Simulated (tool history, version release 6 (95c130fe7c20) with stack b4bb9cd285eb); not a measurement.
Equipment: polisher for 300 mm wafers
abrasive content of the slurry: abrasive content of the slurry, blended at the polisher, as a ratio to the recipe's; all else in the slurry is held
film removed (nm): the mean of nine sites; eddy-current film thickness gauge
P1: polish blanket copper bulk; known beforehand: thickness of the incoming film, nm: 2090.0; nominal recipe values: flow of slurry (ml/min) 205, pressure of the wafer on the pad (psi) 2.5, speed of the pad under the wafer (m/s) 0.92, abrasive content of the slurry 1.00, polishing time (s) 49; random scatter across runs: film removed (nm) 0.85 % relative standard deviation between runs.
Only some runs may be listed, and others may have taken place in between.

run,hour,flow of slurry (ml/min),pressure of the wafer on the pad (psi),speed of the pad under the wafer (m/s),abrasive content of the slurry,polishing time (s),film removed (nm)
1,6.4,205,2.5,0.92,1.00,49,426.22
2,11.4,205,2.5,0.92,1.00,49,419.34
3,18.0,205,2.5,0.92,1.00,72,638.25
4,23.7,205,3.8,0.92,1.00,49,638.49
5,29.9,205,2.5,0.92,1.00,49,417.92
6,39.1,205,2.5,1.40,0.55,49,570.39
7,43.9,205,2.5,0.92,1.20,33,299.54
8,49.5,205,2.5,0.92,1.00,22,194.12
9,56.2,125,2.5,0.92,1.00,49,387.54
10,60.8,205,2.5,1.44,1.00,49,664.74
11,65.5,205,2.5,0.92,1.00,49,424.34
12,72.8,205,2.5,0.92,0.75,49,400.37
13,77.5,260,1.5,0.92,1.00,49,262.26
# hour 81.9: slurry blender recalibrated
14,84.6,205,1.2,0.92,1.00,49,205.66
15,89.6,205,2.5,0.92,1.50,49,461.21
16,94.2,205,2.5,0.42,1.00,49,192.67
17,101.0,315,2.5,0.92,1.00,49,442.79
18,108.9,205,2.5,0.92,1.00,49,422.18
19,115.3,205,2.5,0.92,1.00,49,414.14
20,119.5,205,2.5,0.92,1.00,49,421.79
21,125.2,205,2.5,0.92,1.00,49,403.88
22,133.9,205,2.5,0.92,1.00,49,404.69
23,142.7,205,2.5,0.92,1.00,49,401.58
24,148.8,205,2.5,0.92,1.00,49,397.98
25,155.0,205,2.5,0.92,1.00,49,403.38
# hour 158.9: worn pad replaced by a new one
# hour 160.3: head pressure recalibrated
26,160.4,205,2.5,0.92,1.00,49,393.46
27,168.5,205,2.5,0.92,1.00,49,396.50

Run 28 is up next; what results do you expect?
28,177.7,205,2.5,0.92,1.00,49,?

film removed (nm): 392.66
